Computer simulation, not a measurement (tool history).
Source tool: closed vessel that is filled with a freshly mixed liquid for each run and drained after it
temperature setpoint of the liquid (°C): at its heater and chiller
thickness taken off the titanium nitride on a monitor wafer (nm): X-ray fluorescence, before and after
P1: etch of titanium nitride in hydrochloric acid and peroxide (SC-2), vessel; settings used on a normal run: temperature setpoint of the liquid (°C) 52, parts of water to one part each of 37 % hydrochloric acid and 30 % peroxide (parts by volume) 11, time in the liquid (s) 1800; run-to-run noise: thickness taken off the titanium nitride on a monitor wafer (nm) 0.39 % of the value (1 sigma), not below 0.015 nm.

run	hour	temperature setpoint of the liquid (°C)	parts of water to one part each of 37 % hydrochloric acid and 30 % peroxide (parts by volume)	time in the liquid (s)	hours since the thermometer was replaced	hours since the chemicals flow meter was replaced	hours since the drum of peroxide was connected	thickness taken off the titanium nitride on a monitor wafer (nm)
1	17.4	52	11	1800	563.6	766.4	401	32.015
2	32	41	11	3305	578.2	781	415.6	27.616
3	46	52	17	1800	592.2	795	429.6	21.909
4	55.2	52	11	95	601.4	804.2	438.8	1.6655
5	69.7	52	15.5	885	615.9	818.7	453.3	11.711
6	80.9	65.5	11	1800	627.1	829.9	464.5	74.529
7	94.8	59.5	19.5	1800	641	843.8	478.4	31.178
8	112.1	38.5	11	1800	658.3	861.1	495.7	12.742
9	122.6	52	11	1800	668.8	871.6	506.2	31.99
10	139.3	52	11	2725	685.5	888.3	522.9	48.494
11	155.9	52	11	1800	702.1	904.9	539.5	31.981
# hour 159.1: thermometer replaced
12	168.3	52	11	1800	9.3	917.3	551.9	31.833
13	183	52	4	1800	24	932	566.6	69.078
14	192	52	11	1800	33	941	575.6	31.854
15	203.5	52	11	1800	44.5	952.5	587.1	32.898
16	215	52	11	1800	56	964	598.6	33.784
17	229.7	52	11	1800	70.7	978.7	613.3	33.956
18	245.3	52	11	1800	86.3	994.3	628.9	34.636
19	254.7	52	11	1800	95.7	1003.7	638.3	34.745
20	270.4	52	11	1800	111.4	1019.4	654	34.855
21	279.4	52	11	1800	120.4	1028.4	663	34.873
22	292.8	52	11	1800	133.8	1041.8	676.4	34.96
23	310.3	52	11	1800	151.3	1059.3	693.9	34.851

What P1 gives has crept away from where it was. These 2 causes fit the log equally well, each at the size given:
A: liquid hotter than its thermometer reads (K) = 1.38
B: chemicals flow above the setpoint (%) = 11.3
Creep in the process output first set in at about hour 192.
The rest of the possible causes, and what rules out each one:
peroxide weaker than its label (%): limited to 8, which would change thickness taken off the titanium nitride on a monitor wafer (nm) by -7.4 %, either short of the creep or opposite in sign

Consider the 4 check runs below, whose results appear as question marks and each of which averages 2 wafers. Which one distinguishes the causes, in that each cause would give it a clearly different result?
check 1	327.8	64.5	6.5	1800				?
check 2	327.8	58.5	11	1105				?
check 3	327.8	39	17	1800				?
check 4	327.8	52	4	1800				?

Check results expected under each cause:
check	result	if A	if B
check 1	thickness taken off the titanium nitride on a monitor wafer (nm)	117.39	117.02
check 2	thickness taken off the titanium nitride on a monitor wafer (nm)	32.546	32.639
check 3	thickness taken off the titanium nitride on a monitor wafer (nm)	9.8826	9.8536
check 4	thickness taken off the titanium nitride on a monitor wafer (nm)	75.762	74.229
Per check, the gap between the least separated pair of causes, taken in the result that splits them most: check 1 0.31 %; check 2 0.28 %; check 3 0.29 %; check 4 2.04 %
The causes can be told apart only by check 4. The other checks would give nearly the same results under each of them.

After running check 4, the following was obtained: thickness taken off the titanium nitride on a monitor wafer (nm) 73.845. Which cause does this point to?

The correct cause is B, namely: chemicals flow above the setpoint (%).

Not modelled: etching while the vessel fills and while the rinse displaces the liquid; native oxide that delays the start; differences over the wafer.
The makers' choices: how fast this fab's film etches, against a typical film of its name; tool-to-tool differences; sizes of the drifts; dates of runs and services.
